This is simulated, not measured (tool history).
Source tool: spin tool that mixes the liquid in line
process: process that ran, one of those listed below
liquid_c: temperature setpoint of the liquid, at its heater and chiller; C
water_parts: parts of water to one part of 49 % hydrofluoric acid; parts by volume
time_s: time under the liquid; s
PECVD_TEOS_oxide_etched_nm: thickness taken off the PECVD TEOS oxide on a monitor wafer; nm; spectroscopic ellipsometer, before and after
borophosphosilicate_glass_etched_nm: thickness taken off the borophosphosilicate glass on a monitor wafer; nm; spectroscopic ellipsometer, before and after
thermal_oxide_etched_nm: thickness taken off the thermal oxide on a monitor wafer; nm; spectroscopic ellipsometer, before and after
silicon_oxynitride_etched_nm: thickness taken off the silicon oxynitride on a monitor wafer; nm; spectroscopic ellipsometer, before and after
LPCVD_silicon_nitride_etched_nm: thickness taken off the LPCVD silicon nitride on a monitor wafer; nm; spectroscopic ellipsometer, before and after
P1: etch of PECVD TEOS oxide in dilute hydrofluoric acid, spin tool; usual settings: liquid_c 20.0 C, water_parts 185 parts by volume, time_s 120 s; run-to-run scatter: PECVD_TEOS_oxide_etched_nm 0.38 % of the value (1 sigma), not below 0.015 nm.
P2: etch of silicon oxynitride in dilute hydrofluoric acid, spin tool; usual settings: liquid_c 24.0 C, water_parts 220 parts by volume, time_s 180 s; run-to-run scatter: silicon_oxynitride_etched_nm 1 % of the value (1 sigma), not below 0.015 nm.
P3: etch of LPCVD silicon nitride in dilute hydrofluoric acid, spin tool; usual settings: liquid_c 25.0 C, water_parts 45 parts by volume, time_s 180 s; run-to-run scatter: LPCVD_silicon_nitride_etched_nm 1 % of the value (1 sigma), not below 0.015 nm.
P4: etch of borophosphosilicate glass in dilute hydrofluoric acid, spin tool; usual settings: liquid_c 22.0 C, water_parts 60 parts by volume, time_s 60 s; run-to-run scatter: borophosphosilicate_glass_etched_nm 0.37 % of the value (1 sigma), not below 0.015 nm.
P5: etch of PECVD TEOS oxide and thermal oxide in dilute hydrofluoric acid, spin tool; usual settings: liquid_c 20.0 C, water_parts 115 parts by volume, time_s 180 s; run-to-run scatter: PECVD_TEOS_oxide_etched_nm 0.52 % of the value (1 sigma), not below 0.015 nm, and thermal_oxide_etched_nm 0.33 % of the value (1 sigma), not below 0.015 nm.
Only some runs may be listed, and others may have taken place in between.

run,day,process,liquid_c,water_parts,time_s,PECVD_TEOS_oxide_etched_nm,borophosphosilicate_glass_etched_nm,thermal_oxide_etched_nm,silicon_oxynitride_etched_nm,LPCVD_silicon_nitride_etched_nm
1,0.288,P1,20.0,185,120,14.1690,,,,
2,0.533,P1,20.0,185,15,1.7885,,,,
3,0.750,P4,22.0,60,60,,30.279,,,
4,1.054,P5,20.0,205,180,13.5000,,3.0429,,
5,1.262,P1,20.0,280,120,8.5913,,,,
6,1.621,P2,24.0,130,180,,,,4.0173,
7,1.971,P1,28.0,185,120,19.2820,,,,
8,2.162,P3,25.0,20,180,,,,,4.5237
9,2.521,P4,28.5,60,60,,39.401,,,
10,2.817,P3,31.0,45,180,,,,,3.0584
11,2.979,P1,20.0,185,120,14.1860,,,,
12,3.183,P1,20.0,50,120,60.8140,,,,
13,3.362,P2,24.0,220,365,,,,4.4981,
14,3.538,P4,22.0,60,115,,57.959,,,
15,3.775,P5,17.0,115,180,23.5380,,5.2692,,
16,3.967,P3,25.0,45,180,,,,,2.0832
17,4.246,P1,17.0,185,120,12.5650,,,,
18,4.512,P5,20.0,115,305,45.5140,,10.1250,,
19,4.758,P1,20.0,185,195,23.0900,,,,
20,5.054,P1,20.0,185,120,14.2230,,,,
21,5.312,P1,17.0,70,120,37.1040,,,,
22,5.529,P2,24.0,220,180,,,,2.2105,
23,5.842,P1,20.0,185,120,14.1710,,,,
24,6.112,P2,30.0,220,180,,,,2.8631,
25,6.425,P3,25.0,45,180,,,,,2.1288
26,6.629,P4,22.0,105,60,,16.349,,,
27,6.842,P5,20.0,115,180,26.4920,,5.9781,,
28,7.150,P3,25.0,45,330,,,,,3.8223
29,7.462,P1,20.0,185,120,14.2720,,,,
30,7.675,P1,20.0,185,120,14.0150,,,,
31,8.046,P1,20.0,185,120,13.6420,,,,
32,8.221,P1,20.0,185,120,13.7020,,,,
33,8.492,P1,20.0,185,120,13.6090,,,,
34,8.846,P1,20.0,185,120,13.5310,,,,
35,9.154,P1,20.0,185,120,13.3730,,,,
36,9.404,P1,20.0,185,120,13.4370,,,,
37,9.688,P1,20.0,185,120,13.4140,,,,
38,9.988,P1,20.0,185,120,13.3990,,,,
39,10.225,P1,20.0,185,120,13.4270,,,,

Compared with where it was, what P1 gives has crept away. Each cause listed below fits the log as well as the rest, at the size given for it:
A: hydrofluoric acid flow below the setpoint (%) = 4.73
B: liquid colder than its thermometer reads (K) = 1.47
At approximately day 7.462, the process output began to creep.

You are offered 4 check runs, listed below with question marks in place of their results; each one averages 3 wafers. Which run separates the listed causes by giving clearly different results for each?
check 1,10.462,P5,17.0,205,180,?,,?,,
check 2,10.462,P2,27.5,220,315,,,,?,
check 3,10.462,P4,22.0,105,105,,?,,,
check 4,10.462,P3,30.5,45,245,,,,,?

If the cause were each of the candidates in turn, the checks would give the following:
check,result,if A,if B
check 1,PECVD_TEOS_oxide_etched_nm,11.4380,11.4240
check 1,thermal_oxide_etched_nm,2.5587,2.5555
check 2,silicon_oxynitride_etched_nm,4.2643,4.2402
check 3,borophosphosilicate_glass_etched_nm,27.090,26.954
check 4,LPCVD_silicon_nitride_etched_nm,3.8845,3.7044
Gap, in per cent, between the two causes that each check separates least, read from the result that separates them most: check 1 0.12 %; check 2 0.57 %; check 3 0.5 %; check 4 4.75 %
Only in check 4 would the causes give clearly different results; in the remaining checks their results would be nearly the same.

Check 4 has now been run. It gave: LPCVD_silicon_nitride_etched_nm 3.6805 nm. Which of the candidate causes is it?

It was cause B: liquid colder than its thermometer reads (K).
